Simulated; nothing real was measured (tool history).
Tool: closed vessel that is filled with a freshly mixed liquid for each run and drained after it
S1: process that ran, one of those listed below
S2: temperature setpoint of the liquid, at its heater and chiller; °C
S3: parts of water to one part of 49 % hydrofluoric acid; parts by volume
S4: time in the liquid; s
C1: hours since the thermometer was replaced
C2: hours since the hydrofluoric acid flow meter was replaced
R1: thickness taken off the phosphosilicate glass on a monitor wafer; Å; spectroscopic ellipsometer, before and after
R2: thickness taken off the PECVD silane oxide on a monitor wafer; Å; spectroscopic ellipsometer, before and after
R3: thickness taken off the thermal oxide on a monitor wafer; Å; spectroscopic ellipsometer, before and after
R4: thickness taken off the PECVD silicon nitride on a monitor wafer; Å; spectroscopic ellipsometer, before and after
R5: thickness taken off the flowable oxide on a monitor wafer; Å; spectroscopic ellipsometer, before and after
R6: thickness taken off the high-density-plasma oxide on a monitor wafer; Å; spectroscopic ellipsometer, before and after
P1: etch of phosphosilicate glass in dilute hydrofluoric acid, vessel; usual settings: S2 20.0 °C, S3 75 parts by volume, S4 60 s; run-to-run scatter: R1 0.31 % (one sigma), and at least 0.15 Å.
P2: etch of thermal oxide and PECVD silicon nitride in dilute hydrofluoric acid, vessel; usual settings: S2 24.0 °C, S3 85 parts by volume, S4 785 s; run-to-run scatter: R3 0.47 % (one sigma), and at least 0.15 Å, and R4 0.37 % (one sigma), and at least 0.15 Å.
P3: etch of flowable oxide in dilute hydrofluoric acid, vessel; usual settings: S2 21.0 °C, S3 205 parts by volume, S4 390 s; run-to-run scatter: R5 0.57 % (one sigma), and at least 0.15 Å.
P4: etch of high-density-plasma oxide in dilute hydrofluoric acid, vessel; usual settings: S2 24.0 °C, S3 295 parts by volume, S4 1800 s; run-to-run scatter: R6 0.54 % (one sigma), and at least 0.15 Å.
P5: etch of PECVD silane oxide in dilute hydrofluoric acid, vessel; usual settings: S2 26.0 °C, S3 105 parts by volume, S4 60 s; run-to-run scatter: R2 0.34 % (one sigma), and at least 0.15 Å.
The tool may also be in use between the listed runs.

run,day,S1,S2,S3,S4,C1,C2,R1,R2,R3,R4,R5,R6
1,0.588,P1,20.0,75,60,513.7,322.6,468.24,,,,,
2,1.258,P1,20.0,45,60,529.8,338.7,813.39,,,,,
3,1.579,P1,17.0,20,60,537.5,346.4,1650.10,,,,,
4,2.054,P5,26.0,35,60,548.9,357.8,,673.33,,,,
5,2.412,P5,33.5,105,60,557.5,366.4,,268.69,,,,
6,2.946,P1,24.5,75,60,570.3,379.2,564.99,,,,,
# day 3.292: thermometer replaced
7,3.604,P2,24.0,85,1540,7.6,395.0,,,847.08,384.30,,
8,3.958,P1,20.0,75,30,16.1,403.5,235.44,,,,,
9,4.592,P3,21.0,205,390,31.3,418.7,,,,,396.89,
10,5.246,P3,21.0,90,390,47.0,434.4,,,,,1010.80,
11,5.654,P2,24.0,85,785,56.8,444.2,,,430.28,196.97,,
12,5.946,P4,24.0,55,1800,63.8,451.2,,,,,,1703.30
13,6.329,P5,26.0,105,30,73.0,460.4,,102.43,,,,
14,6.762,P1,20.0,75,85,83.4,470.8,665.74,,,,,
15,7.154,P1,17.0,75,60,92.8,480.2,413.01,,,,,
16,7.562,P3,17.0,205,390,102.6,490.0,,,,,338.48,
17,7.950,P2,24.0,45,785,111.9,499.3,,,854.50,366.59,,
18,8.596,P4,17.5,295,1800,127.4,514.8,,,,,,192.01
19,9.146,P3,21.0,205,390,140.6,528.0,,,,,392.42,
20,9.512,P1,20.0,75,60,149.4,536.8,469.53,,,,,
21,10.167,P1,20.0,110,60,165.1,552.5,308.49,,,,,

The next listed run, before its measurement:
22,10.833,P3,21.0,205,605,181.1,568.5,,,,,?,

R5: 610.04 Å

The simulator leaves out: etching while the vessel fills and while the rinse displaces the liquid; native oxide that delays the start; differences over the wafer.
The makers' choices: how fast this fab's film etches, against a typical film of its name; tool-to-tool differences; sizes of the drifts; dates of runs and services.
